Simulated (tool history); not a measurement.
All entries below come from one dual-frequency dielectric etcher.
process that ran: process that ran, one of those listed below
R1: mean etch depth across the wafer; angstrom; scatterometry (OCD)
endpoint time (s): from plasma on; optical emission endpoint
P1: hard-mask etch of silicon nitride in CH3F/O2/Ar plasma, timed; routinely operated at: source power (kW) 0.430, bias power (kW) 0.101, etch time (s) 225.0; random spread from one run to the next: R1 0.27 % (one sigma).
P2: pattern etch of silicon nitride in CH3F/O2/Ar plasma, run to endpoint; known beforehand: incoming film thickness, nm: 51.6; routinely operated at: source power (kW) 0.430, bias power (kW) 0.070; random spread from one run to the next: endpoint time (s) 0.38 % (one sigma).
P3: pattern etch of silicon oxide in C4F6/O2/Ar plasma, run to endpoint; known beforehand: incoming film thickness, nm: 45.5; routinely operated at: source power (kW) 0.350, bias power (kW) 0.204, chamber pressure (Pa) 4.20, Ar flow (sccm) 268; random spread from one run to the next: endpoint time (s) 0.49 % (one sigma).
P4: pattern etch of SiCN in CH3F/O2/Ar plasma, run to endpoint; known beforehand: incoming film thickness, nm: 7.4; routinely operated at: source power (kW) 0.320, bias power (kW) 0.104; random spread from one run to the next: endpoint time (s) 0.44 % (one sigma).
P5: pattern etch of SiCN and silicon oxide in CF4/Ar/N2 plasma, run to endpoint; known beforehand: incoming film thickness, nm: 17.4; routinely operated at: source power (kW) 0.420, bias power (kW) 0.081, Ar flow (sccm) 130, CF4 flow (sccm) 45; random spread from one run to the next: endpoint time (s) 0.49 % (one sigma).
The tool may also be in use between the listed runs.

{"run": 1, "hour": 3.0, "process that ran": "P1", "source power (kW)": 0.43, "bias power (kW)": 0.101, "etch time (s)": 225.0, "R1": 1815.0}
{"run": 2, "hour": 5.7, "process that ran": "P3", "source power (kW)": 0.35, "bias power (kW)": 0.204, "chamber pressure (Pa)": 5.4, "Ar flow (sccm)": 268, "endpoint time (s)": 14.627}
{"run": 3, "hour": 9.4, "process that ran": "P2", "source power (kW)": 0.43, "bias power (kW)": 0.07, "endpoint time (s)": 75.631}
{"run": 4, "hour": 13.3, "process that ran": "P3", "source power (kW)": 0.35, "bias power (kW)": 0.204, "chamber pressure (Pa)": 4.2, "Ar flow (sccm)": 268, "endpoint time (s)": 14.218}
{"run": 5, "hour": 18.2, "process that ran": "P5", "source power (kW)": 0.42, "bias power (kW)": 0.081, "Ar flow (sccm)": 130, "CF4 flow (sccm)": 45, "endpoint time (s)": 23.68}
{"run": 6, "hour": 20.9, "process that ran": "P1", "source power (kW)": 0.43, "bias power (kW)": 0.101, "etch time (s)": 225.0, "R1": 1821.4}
{"run": 7, "hour": 24.6, "process that ran": "P4", "source power (kW)": 0.32, "bias power (kW)": 0.066, "endpoint time (s)": 21.245}
{"run": 8, "hour": 29.7, "process that ran": "P1", "source power (kW)": 0.43, "bias power (kW)": 0.101, "etch time (s)": 225.0, "R1": 1811.2}
{"run": 9, "hour": 34.9, "process that ran": "P1", "source power (kW)": 0.29, "bias power (kW)": 0.083, "etch time (s)": 225.0, "R1": 1462.6}
{"run": 10, "hour": 38.4, "process that ran": "P5", "source power (kW)": 0.42, "bias power (kW)": 0.081, "Ar flow (sccm)": 179, "CF4 flow (sccm)": 45, "endpoint time (s)": 24.874}
{"run": 11, "hour": 41.5, "process that ran": "P3", "source power (kW)": 0.25, "bias power (kW)": 0.204, "chamber pressure (Pa)": 4.2, "Ar flow (sccm)": 268, "endpoint time (s)": 16.202}
{"run": 12, "hour": 46.7, "process that ran": "P2", "source power (kW)": 0.27, "bias power (kW)": 0.07, "endpoint time (s)": 90.334}
{"run": 13, "hour": 51.0, "process that ran": "P1", "source power (kW)": 0.35, "bias power (kW)": 0.062, "etch time (s)": 225.0, "R1": 1417.7}
{"run": 14, "hour": 54.3, "process that ran": "P1", "source power (kW)": 0.43, "bias power (kW)": 0.101, "etch time (s)": 225.0, "R1": 1814.3}
{"run": 15, "hour": 58.1, "process that ran": "P1", "source power (kW)": 0.43, "bias power (kW)": 0.101, "etch time (s)": 124.0, "R1": 1002.7}
{"run": 16, "hour": 61.5, "process that ran": "P1", "source power (kW)": 0.43, "bias power (kW)": 0.069, "etch time (s)": 311.5, "R1": 2199.4}
{"run": 17, "hour": 66.7, "process that ran": "P1", "source power (kW)": 0.34, "bias power (kW)": 0.101, "etch time (s)": 225.0, "R1": 1674.6}
{"run": 18, "hour": 70.9, "process that ran": "P3", "source power (kW)": 0.35, "bias power (kW)": 0.279, "chamber pressure (Pa)": 4.2, "Ar flow (sccm)": 268, "endpoint time (s)": 12.833}
{"run": 19, "hour": 74.3, "process that ran": "P3", "source power (kW)": 0.35, "bias power (kW)": 0.204, "chamber pressure (Pa)": 4.2, "Ar flow (sccm)": 369, "endpoint time (s)": 14.749}
{"run": 20, "hour": 79.3, "process that ran": "P1", "source power (kW)": 0.43, "bias power (kW)": 0.101, "etch time (s)": 275.5, "R1": 2231.3}
{"run": 21, "hour": 83.4, "process that ran": "P5", "source power (kW)": 0.42, "bias power (kW)": 0.081, "Ar flow (sccm)": 130, "CF4 flow (sccm)": 45, "endpoint time (s)": 23.685}
{"run": 22, "hour": 88.5, "process that ran": "P4", "source power (kW)": 0.22, "bias power (kW)": 0.104, "endpoint time (s)": 20.391}
{"run": 23, "hour": 93.9, "process that ran": "P5", "source power (kW)": 0.42, "bias power (kW)": 0.048, "Ar flow (sccm)": 130, "CF4 flow (sccm)": 45, "endpoint time (s)": 28.538}
{"run": 24, "hour": 98.2, "process that ran": "P2", "source power (kW)": 0.43, "bias power (kW)": 0.096, "endpoint time (s)": 68.137}
{"run": 25, "hour": 103.9, "process that ran": "P4", "source power (kW)": 0.32, "bias power (kW)": 0.104, "endpoint time (s)": 17.761}
{"run": 26, "hour": 109.3, "process that ran": "P1", "source power (kW)": 0.43, "bias power (kW)": 0.07, "etch time (s)": 225.0, "R1": 1591.6}
{"run": 27, "hour": 113.9, "process that ran": "P1", "source power (kW)": 0.43, "bias power (kW)": 0.101, "etch time (s)": 225.0, "R1": 1818.2}
{"run": 28, "hour": 117.3, "process that ran": "P1", "source power (kW)": 0.43, "bias power (kW)": 0.121, "etch time (s)": 225.0, "R1": 1936.4}
{"run": 29, "hour": 120.8, "process that ran": "P1", "source power (kW)": 0.6, "bias power (kW)": 0.101, "etch time (s)": 225.0, "R1": 2066.8}
{"run": 30, "hour": 124.9, "process that ran": "P5", "source power (kW)": 0.26, "bias power (kW)": 0.081, "Ar flow (sccm)": 130, "CF4 flow (sccm)": 45, "endpoint time (s)": 35.636}
{"run": 31, "hour": 129.9, "process that ran": "P5", "source power (kW)": 0.42, "bias power (kW)": 0.081, "Ar flow (sccm)": 130, "CF4 flow (sccm)": 33, "endpoint time (s)": 24.549}
{"run": 32, "hour": 135.2, "process that ran": "P1", "source power (kW)": 0.43, "bias power (kW)": 0.101, "etch time (s)": 225.0, "R1": 1826.5}
{"run": 33, "hour": 138.4, "process that ran": "P1", "source power (kW)": 0.43, "bias power (kW)": 0.101, "etch time (s)": 225.0, "R1": 1834.4}
{"run": 34, "hour": 143.9, "process that ran": "P1", "source power (kW)": 0.43, "bias power (kW)": 0.101, "etch time (s)": 225.0, "R1": 1841.3}
{"run": 35, "hour": 149.6, "process that ran": "P1", "source power (kW)": 0.43, "bias power (kW)": 0.101, "etch time (s)": 225.0, "R1": 1833.4}
{"hour": 151.9, "done": "wet clean of the chamber"}
{"run": 36, "hour": 155.4, "process that ran": "P1", "source power (kW)": 0.43, "bias power (kW)": 0.101, "etch time (s)": 225.0, "R1": 1847.8}
{"run": 37, "hour": 159.7, "process that ran": "P1", "source power (kW)": 0.43, "bias power (kW)": 0.101, "etch time (s)": 225.0, "R1": 1842.5}
{"run": 38, "hour": 162.6, "process that ran": "P1", "source power (kW)": 0.43, "bias power (kW)": 0.101, "etch time (s)": 225.0, "R1": 1851.2}
{"run": 39, "hour": 167.2, "process that ran": "P1", "source power (kW)": 0.43, "bias power (kW)": 0.101, "etch time (s)": 225.0, "R1": 1846.1}
{"run": 40, "hour": 170.5, "process that ran": "P1", "source power (kW)": 0.43, "bias power (kW)": 0.101, "etch time (s)": 225.0, "R1": 1843.1}
{"run": 41, "hour": 174.9, "process that ran": "P1", "source power (kW)": 0.43, "bias power (kW)": 0.101, "etch time (s)": 225.0, "R1": 1848.2}
{"run": 42, "hour": 179.1, "process that ran": "P1", "source power (kW)": 0.43, "bias power (kW)": 0.101, "etch time (s)": 225.0, "R1": 1841.9}

What P1 gives has crept off from where it sat before. The 2 causes that follow fit the log equally well, each at the size noted:
A: source power that arrives over what is set, % = 4.01
B: bias power that arrives over what is set, % = 4.06
The process output started creeping at around hour 135.2.
Each remaining cause and why it is not a fit:
chamber walls in a state that raises the etch rate, %: serviced at hour 151.9, which brought nothing back

4 check runs are offered, each on 3 wafers whose results are averaged, their results left as question marks. Which one tells the causes apart?
{"run": "check 1", "hour": 183.3, "process that ran": "P3", "source power (kW)": 0.35, "bias power (kW)": 0.259, "chamber pressure (Pa)": 4.2, "Ar flow (sccm)": 307, "endpoint time (s)": "?"}
{"run": "check 2", "hour": 183.3, "process that ran": "P2", "source power (kW)": 0.43, "bias power (kW)": 0.089, "endpoint time (s)": "?"}
{"run": "check 3", "hour": 183.3, "process that ran": "P5", "source power (kW)": 0.42, "bias power (kW)": 0.053, "Ar flow (sccm)": 130, "CF4 flow (sccm)": 45, "endpoint time (s)": "?"}
{"run": "check 4", "hour": 183.3, "process that ran": "P4", "source power (kW)": 0.27, "bias power (kW)": 0.083, "endpoint time (s)": "?"}

Outcome of each check run for each possible cause:
check=check_1 result=endpoint_time_(s) if_A=13.134 if_B=13.151
check=check_2 result=endpoint_time_(s) if_A=68.787 if_B=68.821
check=check_3 result=endpoint_time_(s) if_A=26.709 if_B=27.252
check=check_4 result=endpoint_time_(s) if_A=20.399 if_B=20.391
Per check, the gap between the least separated pair of causes, taken in the result that splits them most: check 1 0.13 %; check 2 0.05 %; check 3 2.01 %; check 4 0.04 %
Check 3 tells the causes apart: in the others they would give nearly the same result.

The results of check 3 are: endpoint time (s) 26.700. Based on these, which of the listed causes is it?

It was cause A: source power that arrives over what is set, %.

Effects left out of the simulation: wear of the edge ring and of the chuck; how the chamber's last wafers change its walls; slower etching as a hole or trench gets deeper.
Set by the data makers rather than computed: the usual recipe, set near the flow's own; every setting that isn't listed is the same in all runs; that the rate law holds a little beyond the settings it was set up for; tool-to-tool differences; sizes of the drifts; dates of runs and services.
